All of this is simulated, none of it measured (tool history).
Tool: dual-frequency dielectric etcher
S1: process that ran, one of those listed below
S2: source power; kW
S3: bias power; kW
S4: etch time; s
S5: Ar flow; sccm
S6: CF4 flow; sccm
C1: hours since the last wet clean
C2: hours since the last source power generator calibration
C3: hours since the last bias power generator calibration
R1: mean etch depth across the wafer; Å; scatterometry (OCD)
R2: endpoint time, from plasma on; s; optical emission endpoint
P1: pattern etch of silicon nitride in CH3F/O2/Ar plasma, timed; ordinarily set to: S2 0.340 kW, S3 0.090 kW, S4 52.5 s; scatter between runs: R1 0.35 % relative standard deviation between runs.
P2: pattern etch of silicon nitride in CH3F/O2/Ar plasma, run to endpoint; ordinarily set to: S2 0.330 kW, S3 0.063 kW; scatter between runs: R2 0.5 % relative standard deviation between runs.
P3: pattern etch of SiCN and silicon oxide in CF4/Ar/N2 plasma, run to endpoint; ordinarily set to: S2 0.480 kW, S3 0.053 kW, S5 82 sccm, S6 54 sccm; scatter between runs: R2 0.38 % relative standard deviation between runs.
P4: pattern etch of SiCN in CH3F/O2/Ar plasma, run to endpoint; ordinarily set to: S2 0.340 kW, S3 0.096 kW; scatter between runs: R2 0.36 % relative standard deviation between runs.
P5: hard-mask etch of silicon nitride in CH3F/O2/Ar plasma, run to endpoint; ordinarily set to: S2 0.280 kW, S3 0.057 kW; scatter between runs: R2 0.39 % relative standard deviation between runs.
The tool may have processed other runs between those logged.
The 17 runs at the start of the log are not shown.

run	day	S1	S2	S3	S4	S5	S6	C1	C2	C3	R1	R2
18	2.342	P1	0.340	0.090	52.5			128.9	1134.3	1855.8	379.39	
19	2.467	P5	0.360	0.057				131.9	1137.3	1858.8		73.809
20	2.608	P1	0.280	0.090	52.5			135.3	1140.7	1862.2	353.98	
21	2.721	P2	0.230	0.063				138.0	1143.4	1864.9		49.420
22	2.833	P4	0.230	0.096				140.7	1146.1	1867.6		29.615
23	2.983	P1	0.450	0.090	36.5			144.3	1149.7	1871.2	295.36	
24	3.142	P5	0.280	0.057				148.1	1153.5	1875.0		81.349
25	3.267	P1	0.340	0.090	52.5			151.1	1156.5	1878.0	378.45	
26	3.425	P1	0.340	0.090	79.5			154.9	1160.3	1881.8	572.07	
27	3.554	P3	0.350	0.053		82	54	158.0	1163.4	1884.9		25.245
28	3.717	P1	0.340	0.119	41.5			161.9	1167.3	1888.8	330.04	

Run 29 comes next. What will it give?
29	3.800	P1	0.340	0.090	52.5			163.9	1169.3	1890.8	?	

R1: 378.13 Å
